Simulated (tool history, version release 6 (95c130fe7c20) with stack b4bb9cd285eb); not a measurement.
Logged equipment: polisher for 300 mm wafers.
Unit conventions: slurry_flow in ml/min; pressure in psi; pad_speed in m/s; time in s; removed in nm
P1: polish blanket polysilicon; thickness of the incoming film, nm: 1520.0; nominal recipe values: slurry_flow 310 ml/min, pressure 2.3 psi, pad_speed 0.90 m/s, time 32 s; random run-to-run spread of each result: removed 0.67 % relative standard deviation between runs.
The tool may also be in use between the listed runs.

run 1 day=0.392 | slurry_flow=310 pressure=2.3 pad_speed=0.90 time=32 | removed=175.170
run 2 day=0.858 | slurry_flow=490 pressure=2.3 pad_speed=0.90 time=32 | removed=182.750
run 3 day=1.492 | slurry_flow=310 pressure=1.1 pad_speed=0.90 time=32 | removed=85.572
run 4 day=2.004 | slurry_flow=310 pressure=2.3 pad_speed=0.90 time=32 | removed=175.060
run 5 day=2.517 | slurry_flow=310 pressure=3.5 pad_speed=0.90 time=32 | removed=269.680
run 6 day=2.933 | slurry_flow=310 pressure=2.3 pad_speed=0.90 time=32 | removed=176.630
run 7 day=3.388 | slurry_flow=310 pressure=1.3 pad_speed=0.62 time=32 | removed=68.868
run 8 day=3.729 | slurry_flow=310 pressure=2.3 pad_speed=0.90 time=14 | removed=77.905
run 9 day=4.062 | slurry_flow=310 pressure=2.3 pad_speed=1.34 time=32 | removed=264.080
run 10 day=4.617 | slurry_flow=310 pressure=2.3 pad_speed=0.90 time=32 | removed=176.470
run 11 day=5.304 | slurry_flow=185 pressure=2.3 pad_speed=0.90 time=32 | removed=168.110
run 12 day=5.992 | slurry_flow=310 pressure=2.3 pad_speed=0.90 time=32 | removed=176.250
run 13 day=6.454 | slurry_flow=310 pressure=2.3 pad_speed=0.90 time=41 | removed=225.390
run 14 day=6.854 | slurry_flow=310 pressure=2.3 pad_speed=0.64 time=32 | removed=125.880
run 15 day=7.212 | slurry_flow=310 pressure=2.3 pad_speed=0.90 time=32 | removed=178.210
run 16 day=7.567 | slurry_flow=310 pressure=2.3 pad_speed=0.90 time=32 | removed=173.440
run 17 day=8.271 | slurry_flow=310 pressure=2.3 pad_speed=0.90 time=32 | removed=173.590
run 18 day=8.850 | slurry_flow=310 pressure=2.3 pad_speed=0.90 time=32 | removed=173.630
run 19 day=9.288 | slurry_flow=310 pressure=2.3 pad_speed=0.90 time=32 | removed=169.800

For run 20, what comes out?
run 20 day=9.717 | slurry_flow=310 pressure=2.3 pad_speed=0.90 time=32 | removed=?

removed: 170.210 nm

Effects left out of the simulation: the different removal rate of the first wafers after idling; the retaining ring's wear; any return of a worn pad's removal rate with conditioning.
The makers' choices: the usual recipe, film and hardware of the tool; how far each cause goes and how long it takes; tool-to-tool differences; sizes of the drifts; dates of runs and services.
